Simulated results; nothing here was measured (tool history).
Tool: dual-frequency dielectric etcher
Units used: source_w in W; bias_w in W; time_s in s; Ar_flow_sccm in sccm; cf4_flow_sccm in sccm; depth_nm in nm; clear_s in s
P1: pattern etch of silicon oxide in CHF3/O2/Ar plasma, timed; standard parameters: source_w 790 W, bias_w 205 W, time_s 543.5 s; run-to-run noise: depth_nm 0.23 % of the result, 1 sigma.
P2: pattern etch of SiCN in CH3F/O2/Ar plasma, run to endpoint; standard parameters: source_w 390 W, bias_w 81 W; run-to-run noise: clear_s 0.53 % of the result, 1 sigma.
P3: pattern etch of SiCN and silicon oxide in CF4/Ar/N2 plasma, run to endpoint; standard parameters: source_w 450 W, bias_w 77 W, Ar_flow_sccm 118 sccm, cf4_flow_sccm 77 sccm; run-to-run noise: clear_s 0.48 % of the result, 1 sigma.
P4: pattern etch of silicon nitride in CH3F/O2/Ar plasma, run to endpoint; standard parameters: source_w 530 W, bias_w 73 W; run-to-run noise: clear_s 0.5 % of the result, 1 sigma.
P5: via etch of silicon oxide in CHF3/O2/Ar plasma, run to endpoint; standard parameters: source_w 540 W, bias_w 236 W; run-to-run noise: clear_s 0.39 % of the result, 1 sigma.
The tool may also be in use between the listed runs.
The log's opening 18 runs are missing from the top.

run,hour,process,source_w,bias_w,time_s,Ar_flow_sccm,cf4_flow_sccm,hours since the last wet clean,hours since the last source power generator calibration,hours since the last bias power generator calibration,depth_nm,clear_s
19,193.5,P4,530,73,,,,497.5,1091.8,3359.2,,38.6700
20,202.1,P1,790,149,543.5,,,506.1,1100.4,3367.8,1119.90,
# hour 207.3: wet clean of the chamber
21,210.1,P1,790,205,543.5,,,2.8,1108.4,3375.8,1247.70,
22,216.0,P3,450,77,,118,48,8.7,1114.3,3381.7,,11.1730
23,224.3,P5,540,236,,,,17.0,1122.6,3390.0,,238.2000
24,235.3,P1,790,205,543.5,,,28.0,1133.6,3401.0,1242.40,
25,245.9,P1,1090,240,543.5,,,38.6,1144.2,3411.6,1493.00,
26,259.2,P2,390,106,,,,51.9,1157.5,3424.9,,26.7840
27,269.8,P3,550,77,,118,77,62.5,1168.1,3435.5,,8.6734
28,275.9,P4,530,97,,,,68.6,1174.2,3441.6,,34.9240
29,283.4,P2,390,81,,,,76.1,1181.7,3449.1,,29.5000

For run 30, what comes out?
30,292.8,P1,790,205,543.5,,,85.5,1191.1,3458.5,?,

Run 30 measured depth_nm 1246.20 nm.
